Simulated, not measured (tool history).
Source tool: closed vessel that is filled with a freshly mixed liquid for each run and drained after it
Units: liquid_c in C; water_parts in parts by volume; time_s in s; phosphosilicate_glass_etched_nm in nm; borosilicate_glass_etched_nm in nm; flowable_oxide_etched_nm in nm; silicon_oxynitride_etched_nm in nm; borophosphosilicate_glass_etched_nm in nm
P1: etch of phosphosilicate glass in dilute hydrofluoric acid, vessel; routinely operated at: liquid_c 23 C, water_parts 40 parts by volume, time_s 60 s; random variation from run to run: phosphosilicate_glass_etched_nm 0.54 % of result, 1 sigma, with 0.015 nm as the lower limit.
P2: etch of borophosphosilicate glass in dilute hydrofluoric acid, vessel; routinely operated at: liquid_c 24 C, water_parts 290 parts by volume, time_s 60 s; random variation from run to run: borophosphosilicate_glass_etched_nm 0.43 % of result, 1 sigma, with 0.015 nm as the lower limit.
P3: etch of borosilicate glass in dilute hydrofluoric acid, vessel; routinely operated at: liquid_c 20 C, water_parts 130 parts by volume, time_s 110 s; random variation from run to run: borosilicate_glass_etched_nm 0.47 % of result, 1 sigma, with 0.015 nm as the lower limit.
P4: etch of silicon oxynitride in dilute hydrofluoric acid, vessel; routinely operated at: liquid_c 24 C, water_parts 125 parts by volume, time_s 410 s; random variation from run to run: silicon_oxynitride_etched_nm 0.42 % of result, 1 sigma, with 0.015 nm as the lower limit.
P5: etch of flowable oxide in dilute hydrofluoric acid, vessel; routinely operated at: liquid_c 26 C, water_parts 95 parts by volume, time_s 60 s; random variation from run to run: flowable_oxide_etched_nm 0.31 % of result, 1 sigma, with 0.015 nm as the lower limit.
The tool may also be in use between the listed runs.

run    day  process  liquid_c  water_parts  time_s  hours since the thermometer was replaced  hours since the hydrofluoric acid flow meter was replaced  phosphosilicate_glass_etched_nm  borosilicate_glass_etched_nm  flowable_oxide_etched_nm  silicon_oxynitride_etched_nm  borophosphosilicate_glass_etched_nm
  1  0.171       P1        23           40      60                                     673.4                                                      745.4                           210.58
  2  0.296       P1        23           65      60                                     676.4                                                      748.4                           125.69
  3  0.471       P3        20          190     110                                     680.6                                                      752.6                                                         14.081
  4  0.596       P1        19           20      60                                     683.6                                                      755.6                           365.26
  5  0.683       P1        23           40      60                                     685.7                                                      757.7                           211.56
  6  0.858       P5        26          140      60                                     689.9                                                      761.9                                                                                   10.602
  7  0.979       P4        24          125     410                                     692.8                                                      764.8                                                                                                                 8.4389
  8  1.129       P1        23           40      30                                     696.4                                                      768.4                           106.17
  9  1.267       P5        26           95      60                                     699.7                                                      771.7                                                                                    16.63
 10  1.396       P3        20          130     110                                     702.8                                                      774.8                                                          21.96
 11  1.504       P4        24          190     410                                     705.4                                                      777.4                                                                                                                 5.2848
 12  1.621       P3        17          130     110                                     708.2                                                      780.2                                                         19.297
 13  1.708       P5        26           95      60                                     710.3                                                      782.3                                                                                   16.582
 14  1.817       P1        23           40      60                                     712.9                                                      784.9                           210.32
 15  1.983       P1      29.5           40      30                                     716.9                                                      788.9                           137.38
 16  2.062       P1        23           40     115                                     718.8                                                      790.8                            401.3
 17  2.192       P5        19           95      60                                     721.9                                                      793.9                                                                                   12.506
 18  2.329       P2        24          290     115                                     725.2                                                      797.2                                                                                                                                                      14.259
 19  2.504       P2        24          290      60                                     729.4                                                      801.4                                                                                                                                                      7.4747
 20  2.679       P4        17          125     410                                     733.6                                                      805.6                                                                                                                 6.0271
 21  2.854       P3        20          130      35                                     737.8                                                      809.8                                                         6.8801
 22  2.942       P1        17           40      60                                     739.9                                                      811.9                           163.49
 23  3.092       P2      17.5          290      60                                     743.5                                                      815.5                                                                                                                                                      5.9044
 24  3.217       P2        24          530      60                                     746.5                                                      818.5                                                                                                                                                      3.3155
 25  3.308       P1        23           40      60                                     748.7                                                      820.7                           210.49
 26  3.483       P2        24          290      60                                     752.9                                                      824.9                                                                                                                                                      7.4729
 27  3.588       P1      30.5           40      60                                     755.4                                                      827.4                           287.21
 28  3.679       P1        23           20      60                                     757.6                                                      829.6                           435.75
 29  3.758       P4        24          125      30                                     759.5                                                      831.5                                                                                                                0.59839
 30   3.85       P5        26           95     110                                     761.7                                                      833.7                                                                                   30.381
 31  3.996       P1        23           40      60                                     765.2                                                      837.2                           210.63
 32  4.175       P1        23           40      60                                     769.5                                                      841.5                           211.47
 33  4.321       P1        23           40      60                                       773                                                        845                           206.92
 34  4.488       P1        23           40      60                                       777                                                        849                           202.76
 35  4.629       P1        23           40      60                                     780.4                                                      852.4                           201.97
 36  4.754       P1        23           40      60                                     783.4                                                      855.4                           198.08
 37  4.842       P1        23           40      60                                     785.5                                                      857.5                              199
 38  4.996       P1        23           40      60                                     789.2                                                      861.2                           199.36
 39  5.133       P1        23           40      60                                     792.5                                                      864.5                           198.58
 40  5.221       P1        23           40      60                                     794.6                                                      866.6                           198.16
 41    5.4       P1        23           40      60                                     798.9                                                      870.9                           195.88
 42  5.517       P1        23           40      60                                     801.7                                                      873.7                           196.51
 43  5.608       P1        23           40      60                                     803.9                                                      875.9                           195.01

P1 no longer gives what it gave before; its output has crept away from where it was. The following 2 causes, each at its listed size, fit the log equally well:
A: hydrofluoric acid flow below the setpoint (%) = 6.66
B: liquid colder than its thermometer reads (K) = 1.73
The process output started creeping at around day 4.175.

Consider the 4 single-wafer check runs listed below, results given as question marks: which one distinguishes between the causes by giving clearly different results for each?
check 1  5.7       P5      19.5           95      60                                                                                                                                                                                             ?
check 2  5.7       P3        17          130     110                                                                                                                                                                   ?
check 3  5.7       P4        24          185      30                                                                                                                                                                                                                           ?
check 4  5.7       P2        24          435      95                                                                                                                                                                                                                                                                ?

If the cause were each of the candidates in turn, the checks would give the following:
  check                               result     if A     if B
check 1             flowable_oxide_etched_nm   11.836   11.887
check 2         borosilicate_glass_etched_nm   17.872   17.976
check 3         silicon_oxynitride_etched_nm  0.36809  0.36824
check 4  borophosphosilicate_glass_etched_nm   6.2759   6.5267
Separation of the two closest causes in each check, using whichever result separates them best: check 1 0.43 %; check 2 0.58 %; check 3 0.04 %; check 4 3.92 %
Of the check runs offered, only check 4 discriminates between the causes; the rest would read about the same regardless of which cause applies.

Check 4 was carried out, with these results: borophosphosilicate_glass_etched_nm 6.5686 nm. Which of the listed causes is responsible?

B is the cause: liquid colder than its thermometer reads (K).
